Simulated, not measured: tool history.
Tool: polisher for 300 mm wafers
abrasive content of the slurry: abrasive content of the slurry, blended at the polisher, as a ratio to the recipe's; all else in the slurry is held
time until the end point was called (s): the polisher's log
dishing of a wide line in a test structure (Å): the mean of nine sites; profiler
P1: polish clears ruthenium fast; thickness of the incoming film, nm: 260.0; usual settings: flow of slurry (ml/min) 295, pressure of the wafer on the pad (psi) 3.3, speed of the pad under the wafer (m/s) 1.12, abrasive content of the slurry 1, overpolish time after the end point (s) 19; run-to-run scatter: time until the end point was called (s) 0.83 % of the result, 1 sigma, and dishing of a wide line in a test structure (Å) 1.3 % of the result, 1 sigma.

run	day	flow of slurry (ml/min)	pressure of the wafer on the pad (psi)	speed of the pad under the wafer (m/s)	abrasive content of the slurry	overpolish time after the end point (s)	wafers polished on this pad	hours since the slurry nozzle was cleaned	hours since the head pressure was calibrated	hours since the slurry blender was calibrated	time until the end point was called (s)	dishing of a wide line in a test structure (Å)
1	0.204	295	3.3	1.12	1	19	342	591.1	306.5	32.8	44.682	611.49
2	0.388	295	3.3	1.12	1	19	372	595.5	310.9	37.2	44.104	622.02
3	0.642	465	3.3	1.12	1	19	413	601.6	317	43.3	42.774	632.75
4	0.842	295	3.3	1.12	1	19	445	606.4	321.8	48.1	44.828	614.9
5	1.129	295	3.3	1.12	1	19	491	613.3	328.7	55	45.609	618.68
6	1.408	295	5.1	1.12	1	19	536	620	335.4	61.7	29.317	760.36
7	1.7	295	3.3	0.5	1	19	583	627	342.4	68.7	100.92	350.34
8	1.879	295	3.3	1.66	1	19	612	631.3	346.7	73	30.3	767.66
9	2.254	295	3.3	1.12	0.5	19	673	640.3	355.7	82	65.251	485.99
10	2.525	295	3.3	1.12	1	19	716	646.8	362.2	88.5	45.1	617.46
11	2.783	390	2.1	1.12	1	19	758	653	368.4	94.7	68.962	482.53
12	2.95	295	1.5	1.12	1	19	785	657	372.4	98.7	97.84	356.72
13	3.275	295	3.3	1.12	1	19	837	664.8	380.2	106.5	44.53	602.55
14	3.633	445	3.3	1.12	0.8	19	895	673.4	388.8	115.1	48.852	600.73
15	3.879	295	3.3	1.12	1.4	19	935	679.3	394.7	121	39.205	684.89
16	4.146	205	3.3	1.12	1	19	978	685.7	401.1	127.4	46.367	609.58
17	4.388	295	3.3	1.12	1	6	1017	691.5	406.9	133.2	44.57	268.75
18	4.725	295	3.3	1.12	1	35	1071	699.6	415	141.3	45.46	852.5
19	4.967	295	3.3	1.12	1	19	1110	705.4	420.8	147.1	44.564	622.86
20	5.288	295	5.2	1.46	1	19	1162	713.1	428.5	154.8	21.804	862.5
21	5.479	295	3.3	1.12	1	19	1193	717.7	433.1	159.4	44.478	620
22	5.675	295	3.3	1.12	1	19	1224	722.4	437.8	164.1	46.597	613.6
23	6.012	295	3.3	1.12	1	19	1279	730.5	445.9	172.2	48.736	593.3
# day 6.125: slurry nozzle cleaned
24	6.221	295	3.3	1.12	1	19	1312	2.4	450.9	177.2	48.782	584.61
# day 6.35: head pressure recalibrated
25	6.383	295	3.3	1.12	1	19	1338	6.3	0.8	181.1	50.06	584.47
26	6.567	295	3.3	1.12	1	19	1368	10.7	5.2	185.5	48.999	589.29
27	6.746	295	3.3	1.12	1	19	1397	15	9.5	189.8	49.411	584.04
28	6.908	295	3.3	1.12	1	19	1423	18.9	13.4	193.7	49.533	584.06
29	7.167	295	3.3	1.12	1	19	1465	25.1	19.6	199.9	50.366	586.68

What P1 gives has crept away from where it was. These 2 causes fit the log equally well, each at the size given:
A: abrasive missing from the slurry, % = 20.2
B: removal rate lost through wear of the pad, % = 10.3
The creep began at about day 5.479.
Why every other cause is out:
slurry flow missing at the pad, %: serviced at day 6.125, which brought nothing back
head's pressure below its setpoint, %: serviced at day 6.35, which brought nothing back

4 check runs are offered, each on 5 wafers whose results are averaged, their results left as question marks. Which one tells the causes apart?
check 1	7.425	295	3.3	1.64	0.55	19					?	?
check 2	7.425	295	1.5	1.56	1	19					?	?
check 3	7.425	460	3.3	1.12	1	11					?	?
check 4	7.425	295	4.9	1.12	1	6					?	?

What each check would give under each cause:
check	result	if A	if B
check 1	time until the end point was called (s)	48.556	46.969
check 1	dishing of a wide line in a test structure (Å)	595.77	607.77
check 2	time until the end point was called (s)	79.2	79.183
check 2	dishing of a wide line in a test structure (Å)	427.71	427.77
check 3	time until the end point was called (s)	48.524	48.514
check 3	dishing of a wide line in a test structure (Å)	409.97	410.03
check 4	time until the end point was called (s)	33.77	33.763
check 4	dishing of a wide line in a test structure (Å)	339.04	339.1
How far apart the two closest causes lie, in the result that separates them most: check 1 3.32 %; check 2 0.02 %; check 3 0.02 %; check 4 0.02 %
Only check 1 tells the causes apart: in the others they would give nearly the same result.

Then check 1 was run and gave: time until the end point was called (s) 48.748; dishing of a wide line in a test structure (Å) 600.52. Which cause is it?

It is A: abrasive missing from the slurry, %.
